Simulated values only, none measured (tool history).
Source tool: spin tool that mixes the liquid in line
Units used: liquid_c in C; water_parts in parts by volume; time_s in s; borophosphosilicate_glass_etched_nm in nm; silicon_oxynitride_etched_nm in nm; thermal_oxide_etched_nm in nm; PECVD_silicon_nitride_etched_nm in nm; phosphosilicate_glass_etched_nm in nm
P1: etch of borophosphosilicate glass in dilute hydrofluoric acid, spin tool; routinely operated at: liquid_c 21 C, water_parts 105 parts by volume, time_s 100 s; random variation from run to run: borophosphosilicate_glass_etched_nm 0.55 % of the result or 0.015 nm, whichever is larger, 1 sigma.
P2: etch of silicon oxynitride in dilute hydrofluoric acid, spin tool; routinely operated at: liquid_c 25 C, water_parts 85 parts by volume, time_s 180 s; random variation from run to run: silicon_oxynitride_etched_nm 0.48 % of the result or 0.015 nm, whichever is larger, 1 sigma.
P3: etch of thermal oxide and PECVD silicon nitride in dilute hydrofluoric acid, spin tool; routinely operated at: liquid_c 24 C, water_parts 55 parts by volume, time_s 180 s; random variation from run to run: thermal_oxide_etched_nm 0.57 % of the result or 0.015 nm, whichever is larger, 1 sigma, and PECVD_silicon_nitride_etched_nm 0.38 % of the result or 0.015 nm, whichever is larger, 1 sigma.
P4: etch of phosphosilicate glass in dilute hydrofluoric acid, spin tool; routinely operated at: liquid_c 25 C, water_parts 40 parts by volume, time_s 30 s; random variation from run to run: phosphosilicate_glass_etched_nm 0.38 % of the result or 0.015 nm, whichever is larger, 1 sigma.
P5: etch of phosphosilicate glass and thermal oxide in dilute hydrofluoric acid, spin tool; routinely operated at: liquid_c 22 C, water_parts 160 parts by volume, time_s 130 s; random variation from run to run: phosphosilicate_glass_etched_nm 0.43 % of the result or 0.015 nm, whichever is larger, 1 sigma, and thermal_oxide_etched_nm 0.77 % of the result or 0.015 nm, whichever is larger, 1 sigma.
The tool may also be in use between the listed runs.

| run | hour | process | liquid_c | water_parts | time_s | hours since the thermometer was replaced | hours since the hydrofluoric acid flow meter was replaced | borophosphosilicate_glass_etched_nm | silicon_oxynitride_etched_nm | thermal_oxide_etched_nm | PECVD_silicon_nitride_etched_nm | phosphosilicate_glass_etched_nm |
|---|---|---|---|---|---|---|---|---|---|---|---|---|
| 1 | 3.7 | P1 | 21 | 105 | 100 | 851.6 | 1119.5 | 47.841 |  |  |  |  |
| 2 | 7.1 | P1 | 21 | 105 | 100 | 855 | 1122.9 | 47.428 |  |  |  |  |
| 3 | 11.8 | P1 | 21 | 105 | 15 | 859.7 | 1127.6 | 7.1511 |  |  |  |  |
| 4 | 16.7 | P2 | 25 | 85 | 180 | 864.6 | 1132.5 |  | 4.3397 |  |  |  |
| 5 | 21.8 | P3 | 29.5 | 55 | 180 | 869.7 | 1137.6 |  |  | 18.875 | 15.898 |  |
| 6 | 24.2 | P1 | 21 | 105 | 100 | 872.1 | 1140 | 48.028 |  |  |  |  |
| 7 | 27.3 | P4 | 25 | 40 | 30 | 875.2 | 1143.1 |  |  |  |  | 61.53 |
| 8 | 30.1 | P1 | 25.5 | 105 | 100 | 878 | 1145.9 | 57.028 |  |  |  |  |
| 9 | 33.4 | P4 | 25 | 40 | 30 | 881.3 | 1149.2 |  |  |  |  | 61.663 |
| 10 | 38.7 | P1 | 21 | 165 | 100 | 886.6 | 1154.5 | 28.428 |  |  |  |  |
| 11 | 43.9 | P1 | 27 | 185 | 100 | 891.8 | 1159.7 | 31.023 |  |  |  |  |
| 12 | 47.4 | P1 | 21 | 105 | 100 | 895.3 | 1163.2 | 47.823 |  |  |  |  |
| 13 | 50 | P4 | 18.5 | 40 | 30 | 897.9 | 1165.8 |  |  |  |  | 46.877 |
| 14 | 52.7 | P1 | 21 | 60 | 100 | 900.6 | 1168.5 | 87.95 |  |  |  |  |
|  | 55 | hydrofluoric acid flow meter replaced |
| 15 | 56.5 | P1 | 21 | 105 | 100 | 904.4 | 1.6 | 47.562 |  |  |  |  |
| 16 | 60.5 | P1 | 21 | 105 | 100 | 908.4 | 5.6 | 47.936 |  |  |  |  |
| 17 | 65 | P3 | 24 | 90 | 180 | 912.9 | 10.1 |  |  | 8.8913 | 6.8041 |  |
| 18 | 68.9 | P5 | 22 | 160 | 130 | 916.8 | 14 |  |  | 3.5439 |  | 49.246 |
| 19 | 71.9 | P4 | 25 | 65 | 30 | 919.8 | 17 |  |  |  |  | 36.892 |
| 20 | 76.7 | P1 | 21 | 105 | 150 | 924.6 | 21.8 | 71.327 |  |  |  |  |
| 21 | 79.2 | P2 | 19 | 85 | 180 | 927.1 | 24.3 |  | 3.2146 |  |  |  |
| 22 | 83.7 | P3 | 24 | 55 | 180 | 931.6 | 28.8 |  |  | 15.124 | 11.053 |  |
| 23 | 86.6 | P3 | 24 | 55 | 180 | 934.5 | 31.7 |  |  | 15.128 | 11.044 |  |
| 24 | 91.4 | P2 | 25 | 120 | 180 | 939.3 | 36.5 |  | 2.9672 |  |  |  |
| 25 | 96.5 | P1 | 17 | 105 | 100 | 944.4 | 41.6 | 40.1 |  |  |  |  |
| 26 | 100.7 | P1 | 21 | 50 | 170 | 948.6 | 45.8 | 181.73 |  |  |  |  |
| 27 | 103.7 | P5 | 22 | 285 | 130 | 951.6 | 48.8 |  |  | 1.7641 |  | 24.412 |
| 28 | 106.8 | P5 | 22 | 160 | 130 | 954.7 | 51.9 |  |  | 3.5422 |  | 49.69 |
| 29 | 111.7 | P3 | 24 | 55 | 20 | 959.6 | 56.8 |  |  | 1.695 | 1.2332 |  |
| 30 | 115.4 | P1 | 26.5 | 55 | 100 | 963.3 | 60.5 | 121.14 |  |  |  |  |
| 31 | 118.3 | P5 | 17 | 160 | 130 | 966.2 | 63.4 |  |  | 2.8908 |  | 40.221 |
| 32 | 120.8 | P4 | 25 | 40 | 55 | 968.7 | 65.9 |  |  |  |  | 113.66 |
| 33 | 123.5 | P5 | 22 | 160 | 15 | 971.4 | 68.6 |  |  | 0.41113 |  | 5.7178 |
| 34 | 128.4 | P1 | 21 | 105 | 100 | 976.3 | 73.5 | 47.734 |  |  |  |  |
| 35 | 131.5 | P2 | 25 | 85 | 310 | 979.4 | 76.6 |  | 7.4916 |  |  |  |
| 36 | 136.2 | P1 | 21 | 105 | 100 | 984.1 | 81.3 | 47.505 |  |  |  |  |
| 37 | 140.5 | P1 | 21 | 105 | 100 | 988.4 | 85.6 | 48.865 |  |  |  |  |
| 38 | 145.6 | P1 | 21 | 105 | 100 | 993.5 | 90.7 | 49.656 |  |  |  |  |
| 39 | 148.5 | P1 | 21 | 105 | 100 | 996.4 | 93.6 | 50.191 |  |  |  |  |
| 40 | 152.8 | P1 | 21 | 105 | 100 | 1000.7 | 97.9 | 50.342 |  |  |  |  |
| 41 | 157.1 | P1 | 21 | 105 | 100 | 1005 | 102.2 | 51.037 |  |  |  |  |
| 42 | 161.9 | P1 | 21 | 105 | 100 | 1009.8 | 107 | 50.588 |  |  |  |  |

What will run 43 give?
| 43 | 166.1 | P1 | 21 | 105 | 100 | 1014 | 111.2 | ? |  |  |  |  |

borophosphosilicate_glass_etched_nm: 51.122 nm
